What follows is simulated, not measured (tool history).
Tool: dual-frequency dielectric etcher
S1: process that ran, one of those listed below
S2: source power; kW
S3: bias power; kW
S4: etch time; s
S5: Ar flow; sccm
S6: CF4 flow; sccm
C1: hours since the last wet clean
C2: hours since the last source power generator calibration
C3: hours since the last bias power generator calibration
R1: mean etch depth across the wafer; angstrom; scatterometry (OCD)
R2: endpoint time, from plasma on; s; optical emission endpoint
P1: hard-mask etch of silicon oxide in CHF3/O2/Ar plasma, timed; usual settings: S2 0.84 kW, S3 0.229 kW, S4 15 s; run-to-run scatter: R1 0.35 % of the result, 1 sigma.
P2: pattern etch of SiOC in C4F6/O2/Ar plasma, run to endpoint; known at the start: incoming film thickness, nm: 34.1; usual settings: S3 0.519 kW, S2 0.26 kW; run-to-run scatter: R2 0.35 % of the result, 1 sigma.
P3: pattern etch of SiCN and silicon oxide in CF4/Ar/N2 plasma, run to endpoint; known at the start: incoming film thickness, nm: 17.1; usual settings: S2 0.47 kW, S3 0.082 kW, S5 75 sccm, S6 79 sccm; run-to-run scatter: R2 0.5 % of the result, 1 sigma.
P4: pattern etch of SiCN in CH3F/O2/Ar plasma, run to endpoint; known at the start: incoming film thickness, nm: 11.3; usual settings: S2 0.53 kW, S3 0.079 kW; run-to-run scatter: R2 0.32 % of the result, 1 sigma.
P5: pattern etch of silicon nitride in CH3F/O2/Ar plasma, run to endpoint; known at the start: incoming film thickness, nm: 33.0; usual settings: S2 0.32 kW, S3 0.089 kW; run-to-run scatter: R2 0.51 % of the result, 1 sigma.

{"run": 1, "hour": 6.1, "S1": "P1", "S2": 0.84, "S3": 0.229, "S4": 15, "C1": 181.3, "C2": 3584.6, "C3": 2539, "R1": 363.74}
{"run": 2, "hour": 13.1, "S1": "P1", "S2": 0.84, "S3": 0.164, "S4": 15, "C1": 188.3, "C2": 3591.6, "C3": 2546, "R1": 326.29}
{"run": 3, "hour": 20.2, "S1": "P5", "S2": 0.32, "S3": 0.089, "C1": 195.4, "C2": 3598.7, "C3": 2553.1, "R2": 47.842}
{"run": 4, "hour": 27.3, "S1": "P3", "S2": 0.6, "S3": 0.082, "S5": 75, "S6": 79, "C1": 202.5, "C2": 3605.8, "C3": 2560.2, "R2": 14.065}
{"run": 5, "hour": 34.5, "S1": "P1", "S2": 0.84, "S3": 0.229, "S4": 15, "C1": 209.7, "C2": 3613, "C3": 2567.4, "R1": 364.41}
{"run": 6, "hour": 39.7, "S1": "P3", "S2": 0.47, "S3": 0.082, "S5": 75, "S6": 108, "C1": 214.9, "C2": 3618.2, "C3": 2572.6, "R2": 16.768}
{"run": 7, "hour": 46.7, "S1": "P1", "S2": 0.57, "S3": 0.229, "S4": 9.5, "C1": 221.9, "C2": 3625.2, "C3": 2579.6, "R1": 199.4}
{"run": 8, "hour": 52.1, "S1": "P1", "S2": 0.84, "S3": 0.229, "S4": 15, "C1": 227.3, "C2": 3630.6, "C3": 2585, "R1": 361.6}
{"run": 9, "hour": 57.4, "S1": "P1", "S2": 0.84, "S3": 0.229, "S4": 15, "C1": 232.6, "C2": 3635.9, "C3": 2590.3, "R1": 363.16}
{"hour": 59.7, "done": "bias power generator calibrated"}
{"run": 10, "hour": 62.4, "S1": "P4", "S2": 0.53, "S3": 0.049, "C1": 237.6, "C2": 3640.9, "C3": 2.7, "R2": 30.222}
{"run": 11, "hour": 67.4, "S1": "P1", "S2": 0.84, "S3": 0.229, "S4": 15, "C1": 242.6, "C2": 3645.9, "C3": 7.7, "R1": 363.68}
{"hour": 74.8, "done": "wet clean of the chamber"}
{"run": 12, "hour": 75.0, "S1": "P4", "S2": 0.63, "S3": 0.079, "C1": 0.2, "C2": 3653.5, "C3": 15.3, "R2": 24.236}
{"run": 13, "hour": 82.7, "S1": "P1", "S2": 0.84, "S3": 0.229, "S4": 11, "C1": 7.9, "C2": 3661.2, "C3": 23, "R1": 266.7}
{"run": 14, "hour": 88.7, "S1": "P4", "S2": 0.53, "S3": 0.079, "C1": 13.9, "C2": 3667.2, "C3": 29, "R2": 25.833}
{"run": 15, "hour": 93.0, "S1": "P1", "S2": 0.51, "S3": 0.229, "S4": 15, "C1": 18.2, "C2": 3671.5, "C3": 33.3, "R1": 301.22}
{"run": 16, "hour": 101.4, "S1": "P4", "S2": 0.53, "S3": 0.079, "C1": 26.6, "C2": 3679.9, "C3": 41.7, "R2": 25.811}
{"run": 17, "hour": 106.5, "S1": "P5", "S2": 0.32, "S3": 0.057, "C1": 31.7, "C2": 3685, "C3": 46.8, "R2": 55.954}
{"hour": 107.8, "done": "source power generator calibrated"}
{"run": 18, "hour": 111.2, "S1": "P2", "S2": 0.32, "S3": 0.519, "C1": 36.4, "C2": 3.5, "C3": 51.5, "R2": 12.238}
{"run": 19, "hour": 117.8, "S1": "P1", "S2": 0.84, "S3": 0.229, "S4": 15, "C1": 43, "C2": 10.1, "C3": 58.1, "R1": 363.06}
{"run": 20, "hour": 126.7, "S1": "P3", "S2": 0.47, "S3": 0.082, "S5": 75, "S6": 79, "C1": 51.9, "C2": 19, "C3": 67, "R2": 17.579}
{"run": 21, "hour": 134.6, "S1": "P3", "S2": 0.47, "S3": 0.082, "S5": 45, "S6": 79, "C1": 59.8, "C2": 26.9, "C3": 74.9, "R2": 16.449}
{"run": 22, "hour": 140.8, "S1": "P1", "S2": 1.08, "S3": 0.229, "S4": 15, "C1": 66, "C2": 33.1, "C3": 81.1, "R1": 400.81}
{"run": 23, "hour": 148.8, "S1": "P2", "S2": 0.26, "S3": 0.519, "C1": 74, "C2": 41.1, "C3": 89.1, "R2": 13.188}
{"run": 24, "hour": 156.5, "S1": "P3", "S2": 0.47, "S3": 0.115, "S5": 75, "S6": 79, "C1": 81.7, "C2": 48.8, "C3": 96.8, "R2": 15.619}
{"run": 25, "hour": 163.4, "S1": "P2", "S2": 0.26, "S3": 0.382, "C1": 88.6, "C2": 55.7, "C3": 103.7, "R2": 14.777}
{"run": 26, "hour": 170.7, "S1": "P3", "S2": 0.47, "S3": 0.082, "S5": 75, "S6": 79, "C1": 95.9, "C2": 63, "C3": 111, "R2": 17.491}
{"run": 27, "hour": 176.6, "S1": "P1", "S2": 0.84, "S3": 0.229, "S4": 19, "C1": 101.8, "C2": 68.9, "C3": 116.9, "R1": 460.93}
{"run": 28, "hour": 183.9, "S1": "P1", "S2": 0.84, "S3": 0.325, "S4": 15, "C1": 109.1, "C2": 76.2, "C3": 124.2, "R1": 413.85}
{"run": 29, "hour": 189.1, "S1": "P5", "S2": 0.41, "S3": 0.089, "C1": 114.3, "C2": 81.4, "C3": 129.4, "R2": 43.691}
{"run": 30, "hour": 196.8, "S1": "P1", "S2": 0.84, "S3": 0.229, "S4": 15, "C1": 122, "C2": 89.1, "C3": 137.1, "R1": 361.25}
{"run": 31, "hour": 205.3, "S1": "P1", "S2": 0.84, "S3": 0.229, "S4": 15, "C1": 130.5, "C2": 97.6, "C3": 145.6, "R1": 363.06}
{"run": 32, "hour": 209.2, "S1": "P1", "S2": 0.84, "S3": 0.229, "S4": 15, "C1": 134.4, "C2": 101.5, "C3": 149.5, "R1": 361.39}
{"run": 33, "hour": 214.5, "S1": "P1", "S2": 0.84, "S3": 0.229, "S4": 15, "C1": 139.7, "C2": 106.8, "C3": 154.8, "R1": 357.99}
{"run": 34, "hour": 221.1, "S1": "P1", "S2": 0.84, "S3": 0.229, "S4": 15, "C1": 146.3, "C2": 113.4, "C3": 161.4, "R1": 358.47}
{"run": 35, "hour": 226.8, "S1": "P1", "S2": 0.84, "S3": 0.229, "S4": 15, "C1": 152, "C2": 119.1, "C3": 167.1, "R1": 358.41}
{"run": 36, "hour": 233.5, "S1": "P1", "S2": 0.84, "S3": 0.229, "S4": 15, "C1": 158.7, "C2": 125.8, "C3": 173.8, "R1": 359.44}
{"hour": 235.7, "done": "wet clean of the chamber"}
{"run": 37, "hour": 239.1, "S1": "P1", "S2": 0.84, "S3": 0.229, "S4": 15, "C1": 3.5, "C2": 131.4, "C3": 179.4, "R1": 360.57}
{"run": 38, "hour": 243.1, "S1": "P1", "S2": 0.84, "S3": 0.229, "S4": 15, "C1": 7.5, "C2": 135.4, "C3": 183.4, "R1": 359.74}
{"run": 39, "hour": 251.9, "S1": "P1", "S2": 0.84, "S3": 0.229, "S4": 15, "C1": 16.3, "C2": 144.2, "C3": 192.2, "R1": 355.81}
{"run": 40, "hour": 258.8, "S1": "P1", "S2": 0.84, "S3": 0.229, "S4": 15, "C1": 23.2, "C2": 151.1, "C3": 199.1, "R1": 357.03}
{"run": 41, "hour": 263.6, "S1": "P1", "S2": 0.84, "S3": 0.229, "S4": 15, "C1": 28, "C2": 155.9, "C3": 203.9, "R1": 358.67}

What P1 gives has crept away from where it was. These 2 causes fit the log equally well, each at the size given:
A: bias power that arrives under what is set, % = 4.92
B: source power that arrives under what is set, % = 4.45
The creep began at about hour 196.8.
Why every other cause is out:
chamber walls in a state that lowers the etch rate, %: serviced at hour 235.7, which brought nothing back

4 check runs are offered, each on 3 wafers whose results are averaged, their results left as question marks. Which one tells the causes apart?
{"run": "check 1", "hour": 268.4, "S1": "P3", "S2": 0.47, "S3": 0.082, "S5": 75, "S6": 79, "R2": "?"}
{"run": "check 2", "hour": 268.4, "S1": "P4", "S2": 0.53, "S3": 0.079, "R2": "?"}
{"run": "check 3", "hour": 268.4, "S1": "P5", "S2": 0.32, "S3": 0.089, "R2": "?"}
{"run": "check 4", "hour": 268.4, "S1": "P2", "S2": 0.26, "S3": 0.519, "R2": "?"}

What each check would give under each cause:
check=check_1 result=R2 if_A=17.799 if_B=18.23
check=check_2 result=R2 if_A=26.24 if_B=26.225
check=check_3 result=R2 if_A=48.614 if_B=48.55
check=check_4 result=R2 if_A=13.404 if_B=13.369
How far apart the two closest causes lie, in the result that separates them most: check 1 2.39 %; check 2 0.06 %; check 3 0.13 %; check 4 0.26 %
Check 1 tells the causes apart: in the others they would give nearly the same result.

Check 1 was then run and gave: R2 18.167 s. Which cause is it?

It is B: source power that arrives under what is set, %.
